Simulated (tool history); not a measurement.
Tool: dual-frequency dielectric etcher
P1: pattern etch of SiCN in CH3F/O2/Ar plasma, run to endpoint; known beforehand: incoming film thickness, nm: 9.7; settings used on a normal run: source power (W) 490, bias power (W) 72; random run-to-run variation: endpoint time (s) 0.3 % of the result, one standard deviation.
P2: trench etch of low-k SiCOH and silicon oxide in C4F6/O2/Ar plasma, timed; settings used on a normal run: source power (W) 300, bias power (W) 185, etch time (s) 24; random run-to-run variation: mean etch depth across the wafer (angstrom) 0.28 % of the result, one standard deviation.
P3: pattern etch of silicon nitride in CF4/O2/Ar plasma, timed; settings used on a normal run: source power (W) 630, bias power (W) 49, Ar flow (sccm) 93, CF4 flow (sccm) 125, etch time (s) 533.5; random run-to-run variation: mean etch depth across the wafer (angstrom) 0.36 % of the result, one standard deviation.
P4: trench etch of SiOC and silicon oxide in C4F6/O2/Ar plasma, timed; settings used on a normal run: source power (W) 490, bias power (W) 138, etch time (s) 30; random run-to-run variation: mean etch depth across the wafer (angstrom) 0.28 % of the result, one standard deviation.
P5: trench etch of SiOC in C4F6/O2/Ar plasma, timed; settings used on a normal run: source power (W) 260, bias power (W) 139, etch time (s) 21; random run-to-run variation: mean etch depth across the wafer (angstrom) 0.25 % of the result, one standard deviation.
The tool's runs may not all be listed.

run   hour  process that ran  source power (W)  bias power (W)  Ar flow (sccm)  CF4 flow (sccm)  etch time (s)  endpoint time (s)  mean etch depth across the wafer (angstrom)
  1   10.2                P1               490              72                                                             23.782
  2   23.1                P3               630              59              93              125          533.5                                                           13196
  3   31.6                P4               490              92                                              30                                                          518.28
  4   47.4                P1               490              72                                                             23.789
  5   55.7                P1               490              72                                                             23.795
  6   65.7                P4               490             138                                              44                                                          850.99
  7   78.2                P2               300             185                                              24                                                          644.24
  8   87.5                P3               630              49              93              125          533.5                                                           12360
  9  103.4                P1               490              98                                                             21.154
 10  116.4                P1               670              94                                                             19.207
 11  124.3                P1               490              72                                                             23.805
 12  131.4                P5               260             139                                            11.5                                                          181.27
 13  143.5                P3               630              49              93              125          390.5                                                          9044.9
 14  152.4                P1               490              72                                                             23.822
 15  167.3                P5               260             139                                              21                                                          331.76
 16  180.2                P3               510              49              93              125          533.5                                                           10309
 17  190.8                P3               630              49              60              125          533.5                                                           12928
 18    199                P5               260             101                                              21                                                          300.93
 19  208.1                P5               260             139                                              21                                                          331.81
 20    218                P3               630              49              93              125          533.5                                                           12390
 21  229.9                P4               490             138                                              30                                                          582.29
 22  243.4                P4               340             138                                              30                                                          503.12
 23  259.6                P2               170             185                                              24                                                           517.6
 24  275.7                P3               630              49              93              152          533.5                                                           12591
 25  288.5                P5               310             139                                              21                                                          356.01
 26  304.2                P2               300             218                                              24                                                          675.49
 27  313.4                P1               630              72                                                             21.662
 28  328.5                P1               320              72                                                             28.021
 29  342.8                P1               490              72                                                             23.765
 30  356.2                P2               300             185                                              24                                                          640.65
 31  371.5                P2               300             185                                              15                                                          400.68

Estimate the outcome of run 32 from the log above:
 32   385                P1               490              49                                                                  ?

Logged for run 32: endpoint time (s) 26.962.

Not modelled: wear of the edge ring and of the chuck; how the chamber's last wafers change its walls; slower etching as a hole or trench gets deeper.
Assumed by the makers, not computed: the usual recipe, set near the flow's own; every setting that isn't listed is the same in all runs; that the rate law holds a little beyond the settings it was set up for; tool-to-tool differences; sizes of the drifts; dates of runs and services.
